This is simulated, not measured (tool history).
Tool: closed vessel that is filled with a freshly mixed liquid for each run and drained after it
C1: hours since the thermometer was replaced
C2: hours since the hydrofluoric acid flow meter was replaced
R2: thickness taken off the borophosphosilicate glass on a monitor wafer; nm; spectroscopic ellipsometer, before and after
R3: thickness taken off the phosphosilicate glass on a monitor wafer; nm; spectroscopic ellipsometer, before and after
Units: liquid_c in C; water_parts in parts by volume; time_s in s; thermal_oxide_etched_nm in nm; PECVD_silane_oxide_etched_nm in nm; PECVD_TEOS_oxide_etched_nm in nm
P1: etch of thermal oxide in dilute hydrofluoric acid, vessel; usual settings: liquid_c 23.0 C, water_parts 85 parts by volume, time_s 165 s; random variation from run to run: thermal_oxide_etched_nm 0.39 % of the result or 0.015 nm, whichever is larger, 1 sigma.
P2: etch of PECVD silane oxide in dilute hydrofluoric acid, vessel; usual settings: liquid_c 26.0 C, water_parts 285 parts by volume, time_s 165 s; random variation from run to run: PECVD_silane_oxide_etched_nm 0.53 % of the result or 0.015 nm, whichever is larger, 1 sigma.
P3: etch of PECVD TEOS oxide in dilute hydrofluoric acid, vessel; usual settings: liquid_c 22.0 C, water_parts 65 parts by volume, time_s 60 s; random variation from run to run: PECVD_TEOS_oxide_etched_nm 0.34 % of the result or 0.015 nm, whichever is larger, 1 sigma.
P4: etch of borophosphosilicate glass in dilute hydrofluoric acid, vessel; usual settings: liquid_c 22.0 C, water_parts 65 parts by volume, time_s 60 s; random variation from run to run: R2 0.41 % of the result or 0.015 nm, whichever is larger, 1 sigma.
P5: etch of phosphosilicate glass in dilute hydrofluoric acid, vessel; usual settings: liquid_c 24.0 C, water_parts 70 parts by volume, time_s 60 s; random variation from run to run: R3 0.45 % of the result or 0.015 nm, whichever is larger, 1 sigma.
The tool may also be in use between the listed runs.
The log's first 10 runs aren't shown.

{"run": 11, "day": 3.867, "process": "P3", "liquid_c": 22.0, "water_parts": 65, "time_s": 60, "C1": 703.6, "C2": 556.7, "PECVD_TEOS_oxide_etched_nm": 7.4795}
{"run": 12, "day": 4.229, "process": "P2", "liquid_c": 26.0, "water_parts": 285, "time_s": 245, "C1": 712.3, "C2": 565.4, "PECVD_silane_oxide_etched_nm": 29.264}
{"run": 13, "day": 4.571, "process": "P4", "liquid_c": 22.0, "water_parts": 65, "time_s": 105, "C1": 720.5, "C2": 573.6, "R2": 112.17}
{"run": 14, "day": 4.862, "process": "P4", "liquid_c": 26.5, "water_parts": 65, "time_s": 60, "C1": 727.5, "C2": 580.6, "R2": 76.717}
{"run": 15, "day": 5.112, "process": "P3", "liquid_c": 17.0, "water_parts": 65, "time_s": 60, "C1": 733.5, "C2": 586.6, "PECVD_TEOS_oxide_etched_nm": 6.0484}
{"run": 16, "day": 5.517, "process": "P1", "liquid_c": 28.0, "water_parts": 85, "time_s": 165, "C1": 743.2, "C2": 596.3, "thermal_oxide_etched_nm": 10.754}
{"run": 17, "day": 5.862, "process": "P1", "liquid_c": 23.0, "water_parts": 30, "time_s": 275, "C1": 751.5, "C2": 604.6, "thermal_oxide_etched_nm": 45.078}
{"run": 18, "day": 6.308, "process": "P5", "liquid_c": 24.0, "water_parts": 70, "time_s": 60, "C1": 762.2, "C2": 615.3, "R3": 168.93}
{"run": 19, "day": 6.767, "process": "P1", "liquid_c": 23.0, "water_parts": 25, "time_s": 165, "C1": 773.2, "C2": 626.3, "thermal_oxide_etched_nm": 32.408}
{"run": 20, "day": 7.267, "process": "P1", "liquid_c": 23.0, "water_parts": 85, "time_s": 165, "C1": 785.2, "C2": 638.3, "thermal_oxide_etched_nm": 8.8651}
{"run": 21, "day": 7.588, "process": "P5", "liquid_c": 24.0, "water_parts": 70, "time_s": 95, "C1": 792.9, "C2": 646.0, "R3": 269.63}
{"run": 22, "day": 7.954, "process": "P3", "liquid_c": 22.0, "water_parts": 110, "time_s": 60, "C1": 801.7, "C2": 654.8, "PECVD_TEOS_oxide_etched_nm": 4.2035}
{"run": 23, "day": 8.262, "process": "P1", "liquid_c": 23.0, "water_parts": 85, "time_s": 315, "C1": 809.1, "C2": 662.2, "thermal_oxide_etched_nm": 16.834}
{"run": 24, "day": 8.662, "process": "P5", "liquid_c": 24.0, "water_parts": 70, "time_s": 60, "C1": 818.7, "C2": 671.8, "R3": 171.14}
{"run": 25, "day": 8.983, "process": "P2", "liquid_c": 26.0, "water_parts": 285, "time_s": 165, "C1": 826.4, "C2": 679.5, "PECVD_silane_oxide_etched_nm": 19.944}
{"run": 26, "day": 9.379, "process": "P3", "liquid_c": 22.0, "water_parts": 65, "time_s": 30, "C1": 835.9, "C2": 689.0, "PECVD_TEOS_oxide_etched_nm": 3.747}
{"run": 27, "day": 9.858, "process": "P5", "liquid_c": 24.0, "water_parts": 20, "time_s": 60, "C1": 847.4, "C2": 700.5, "R3": 636.91}

Run 28 comes next. What will it give?
{"run": 28, "day": 10.354, "process": "P1", "liquid_c": 23.0, "water_parts": 85, "time_s": 40, "C1": 859.3, "C2": 712.4, "thermal_oxide_etched_nm": "?"}

thermal_oxide_etched_nm: 2.1473 nm

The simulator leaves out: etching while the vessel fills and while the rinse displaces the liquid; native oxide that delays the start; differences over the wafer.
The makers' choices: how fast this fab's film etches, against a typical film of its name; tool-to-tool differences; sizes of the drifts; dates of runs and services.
